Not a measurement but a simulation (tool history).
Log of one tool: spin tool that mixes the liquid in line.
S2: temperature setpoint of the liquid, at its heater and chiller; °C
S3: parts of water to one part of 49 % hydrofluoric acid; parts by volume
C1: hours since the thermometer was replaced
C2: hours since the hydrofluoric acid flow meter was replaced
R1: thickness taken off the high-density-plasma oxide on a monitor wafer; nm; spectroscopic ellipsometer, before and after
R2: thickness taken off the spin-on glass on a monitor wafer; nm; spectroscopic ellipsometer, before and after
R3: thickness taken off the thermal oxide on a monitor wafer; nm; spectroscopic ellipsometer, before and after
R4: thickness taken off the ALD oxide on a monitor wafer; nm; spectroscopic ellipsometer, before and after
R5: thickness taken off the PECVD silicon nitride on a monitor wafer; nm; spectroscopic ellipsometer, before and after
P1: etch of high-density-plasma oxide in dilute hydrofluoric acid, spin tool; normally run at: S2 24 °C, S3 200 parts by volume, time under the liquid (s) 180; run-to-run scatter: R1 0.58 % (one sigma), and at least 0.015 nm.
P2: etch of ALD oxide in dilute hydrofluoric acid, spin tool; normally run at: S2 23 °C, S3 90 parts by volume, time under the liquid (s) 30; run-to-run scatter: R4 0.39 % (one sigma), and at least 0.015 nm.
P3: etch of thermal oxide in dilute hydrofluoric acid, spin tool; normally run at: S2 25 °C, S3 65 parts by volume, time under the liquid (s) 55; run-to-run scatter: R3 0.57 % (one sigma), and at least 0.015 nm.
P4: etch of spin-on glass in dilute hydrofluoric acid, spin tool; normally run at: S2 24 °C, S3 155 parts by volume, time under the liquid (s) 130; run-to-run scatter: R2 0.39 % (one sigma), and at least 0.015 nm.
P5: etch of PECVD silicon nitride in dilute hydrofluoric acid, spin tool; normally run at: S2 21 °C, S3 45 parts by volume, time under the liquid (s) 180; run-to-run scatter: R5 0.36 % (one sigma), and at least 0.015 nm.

Run 1, hour 6.7: process that ran P1, S2 24 °C, S3 200 parts by volume, time under the liquid (s) 180; C1 1003.4; C2 1335.1. Result: R1 4.5506 nm.
Run 2, hour 12.1: process that ran P1, S2 17 °C, S3 200 parts by volume, time under the liquid (s) 180; C1 1008.8; C2 1340.5. Result: R1 3.4566 nm.
Run 3, hour 17.4: process that ran P1, S2 24 °C, S3 200 parts by volume, time under the liquid (s) 15; C1 1014.1; C2 1345.8. Result: R1 0.37899 nm.
Run 4, hour 21.3: process that ran P1, S2 24 °C, S3 200 parts by volume, time under the liquid (s) 180; C1 1018; C2 1349.7. Result: R1 4.5081 nm.
Run 5, hour 24.6: process that ran P4, S2 17 °C, S3 155 parts by volume, time under the liquid (s) 130; C1 1021.3; C2 1353. Result: R2 27.943 nm.
Run 6, hour 29.2: process that ran P3, S2 25 °C, S3 65 parts by volume, time under the liquid (s) 55; C1 1025.9; C2 1357.6. Result: R3 4.1254 nm.
Run 7, hour 33.6: process that ran P1, S2 24 °C, S3 200 parts by volume, time under the liquid (s) 180; C1 1030.3; C2 1362. Result: R1 4.5243 nm.
Run 8, hour 38.7: process that ran P1, S2 27.5 °C, S3 200 parts by volume, time under the liquid (s) 50; C1 1035.4; C2 1367.1. Result: R1 1.4067 nm.
Run 9, hour 42.5: process that ran P3, S2 25 °C, S3 65 parts by volume, time under the liquid (s) 55; C1 1039.2; C2 1370.9. Result: R3 4.117 nm.
Run 10, hour 49: process that ran P1, S2 24 °C, S3 200 parts by volume, time under the liquid (s) 180; C1 1045.7; C2 1377.4. Result: R1 4.4867 nm.
Run 11, hour 55.9: process that ran P1, S2 24 °C, S3 95 parts by volume, time under the liquid (s) 180; C1 1052.6; C2 1384.3. Result: R1 10.782 nm.
Run 12, hour 60.8: process that ran P4, S2 24 °C, S3 155 parts by volume, time under the liquid (s) 130; C1 1057.5; C2 1389.2. Result: R2 36.932 nm.
Run 13, hour 64.5: process that ran P2, S2 23 °C, S3 90 parts by volume, time under the liquid (s) 30; C1 1061.2; C2 1392.9. Result: R4 7.5008 nm.
Run 14, hour 69.4: process that ran P2, S2 29 °C, S3 90 parts by volume, time under the liquid (s) 30; C1 1066.1; C2 1397.8. Result: R4 9.5211 nm.
Run 15, hour 76.6: process that ran P5, S2 21 °C, S3 45 parts by volume, time under the liquid (s) 180; C1 1073.3; C2 1405. Result: R5 6.8401 nm.
Run 16, hour 82.5: process that ran P2, S2 23 °C, S3 90 parts by volume, time under the liquid (s) 15; C1 1079.2; C2 1410.9. Result: R4 3.7286 nm.
Run 17, hour 89.5: process that ran P4, S2 24 °C, S3 155 parts by volume, time under the liquid (s) 245; C1 1086.2; C2 1417.9. Result: R2 69.627 nm.
Run 18, hour 95.6: process that ran P1, S2 24 °C, S3 200 parts by volume, time under the liquid (s) 180; C1 1092.3; C2 1424. Result: R1 4.5095 nm.
Run 19, hour 102.6: process that ran P1, S2 24 °C, S3 200 parts by volume, time under the liquid (s) 350; C1 1099.3; C2 1431. Result: R1 8.8388 nm.
Run 20, hour 109.1: process that ran P2, S2 23 °C, S3 40 parts by volume, time under the liquid (s) 30; C1 1105.8; C2 1437.5. Result: R4 17.898 nm.
Run 21, hour 114.6: process that ran P1, S2 30 °C, S3 200 parts by volume, time under the liquid (s) 180; C1 1111.3; C2 1443. Result: R1 5.5916 nm.
Run 22, hour 120.2: process that ran P5, S2 21 °C, S3 20 parts by volume, time under the liquid (s) 180; C1 1116.9; C2 1448.6. Result: R5 14.893 nm.
Run 23, hour 124.1: process that ran P5, S2 28 °C, S3 45 parts by volume, time under the liquid (s) 180; C1 1120.8; C2 1452.5. Result: R5 10.875 nm.
Run 24, hour 131.3: process that ran P3, S2 25 °C, S3 65 parts by volume, time under the liquid (s) 25; C1 1128; C2 1459.7. Result: R3 1.8695 nm.
Run 25, hour 134.9: process that ran P3, S2 25 °C, S3 115 parts by volume, time under the liquid (s) 55; C1 1131.6; C2 1463.3. Result: R3 2.1791 nm.
Run 26, hour 140.5: process that ran P2, S2 23 °C, S3 90 parts by volume, time under the liquid (s) 30; C1 1137.2; C2 1468.9. Result: R4 7.516 nm.
Run 27, hour 145.6: process that ran P3, S2 32.5 °C, S3 65 parts by volume, time under the liquid (s) 55; C1 1142.3; C2 1474. Result: R3 5.477 nm.
Run 28, hour 151.4: process that ran P1, S2 24 °C, S3 200 parts by volume, time under the liquid (s) 180; C1 1148.1; C2 1479.8. Result: R1 4.5342 nm.
Run 29, hour 156.3: process that ran P1, S2 24 °C, S3 290 parts by volume, time under the liquid (s) 180; C1 1153; C2 1484.7. Result: R1 2.8436 nm.
Run 30, hour 162.6: process that ran P5, S2 21 °C, S3 45 parts by volume, time under the liquid (s) 15; C1 1159.3; C2 1491. Result: R5 0.5981 nm.
Run 31, hour 169.2: process that ran P1, S2 24 °C, S3 275 parts by volume, time under the liquid (s) 55; C1 1165.9; C2 1497.6. Result: R1 0.9329 nm.
Run 32, hour 174: process that ran P4, S2 24 °C, S3 260 parts by volume, time under the liquid (s) 130; C1 1170.7; C2 1502.4. Result: R2 19.648 nm.
Run 33, hour 177.5: process that ran P1, S2 24 °C, S3 200 parts by volume, time under the liquid (s) 180; C1 1174.2; C2 1505.9. Result: R1 4.5748 nm.
Run 34, hour 182.4: process that ran P1, S2 24 °C, S3 200 parts by volume, time under the liquid (s) 180; C1 1179.1; C2 1510.8. Result: R1 4.3598 nm.
Run 35, hour 188.3: process that ran P1, S2 24 °C, S3 200 parts by volume, time under the liquid (s) 180; C1 1185; C2 1516.7. Result: R1 4.3324 nm.
Run 36, hour 193.5: process that ran P1, S2 24 °C, S3 200 parts by volume, time under the liquid (s) 180; C1 1190.2; C2 1521.9. Result: R1 4.2997 nm.
Run 37, hour 200.3: process that ran P1, S2 24 °C, S3 200 parts by volume, time under the liquid (s) 180; C1 1197; C2 1528.7. Result: R1 4.2329 nm.
Run 38, hour 205.1: process that ran P1, S2 24 °C, S3 200 parts by volume, time under the liquid (s) 180; C1 1201.8; C2 1533.5. Result: R1 4.1924 nm.
Run 39, hour 211.5: process that ran P1, S2 24 °C, S3 200 parts by volume, time under the liquid (s) 180; C1 1208.2; C2 1539.9. Result: R1 4.1952 nm.
Run 40, hour 216.1: process that ran P1, S2 24 °C, S3 200 parts by volume, time under the liquid (s) 180; C1 1212.8; C2 1544.5. Result: R1 4.1162 nm.
Run 41, hour 221.4: process that ran P1, S2 24 °C, S3 200 parts by volume, time under the liquid (s) 180; C1 1218.1; C2 1549.8. Result: R1 4.1995 nm.

What P1 gives has crept away from where it was. These 2 causes fit the log equally well, each at the size given:
A: hydrofluoric acid flow below the setpoint (%) = 6.43
B: liquid colder than its thermometer reads (K) = 2.17
The creep began at about hour 177.5.

4 check runs are offered, one wafer each, their results left as question marks. Which one tells the causes apart?
Run check 1, hour 226.7: process that ran P5, S2 27.5 °C, S3 45 parts by volume, time under the liquid (s) 50. Result: R5 ?.
Run check 2, hour 226.7: process that ran P3, S2 31.5 °C, S3 100 parts by volume, time under the liquid (s) 55. Result: R3 ?.
Run check 3, hour 226.7: process that ran P2, S2 26.5 °C, S3 90 parts by volume, time under the liquid (s) 15. Result: R4 ?.
Run check 4, hour 226.7: process that ran P4, S2 24 °C, S3 225 parts by volume, time under the liquid (s) 130. Result: R2 ?.

What each check would give under each cause:
  check  result    if A    if B
check 1      R5  2.7549   2.546
check 2      R3  3.0288  3.0148
check 3      R4  3.9899  3.9464
check 4      R2  21.641  21.698
How far apart the two closest causes lie, in the result that separates them most: check 1 7.88 %; check 2 0.46 %; check 3 1.1 %; check 4 0.26 %
Only check 1 tells the causes apart: in the others they would give nearly the same result.

Check 1 was then run and gave: R5 2.5354 nm. Which cause is it?

It is B: liquid colder than its thermometer reads (K).
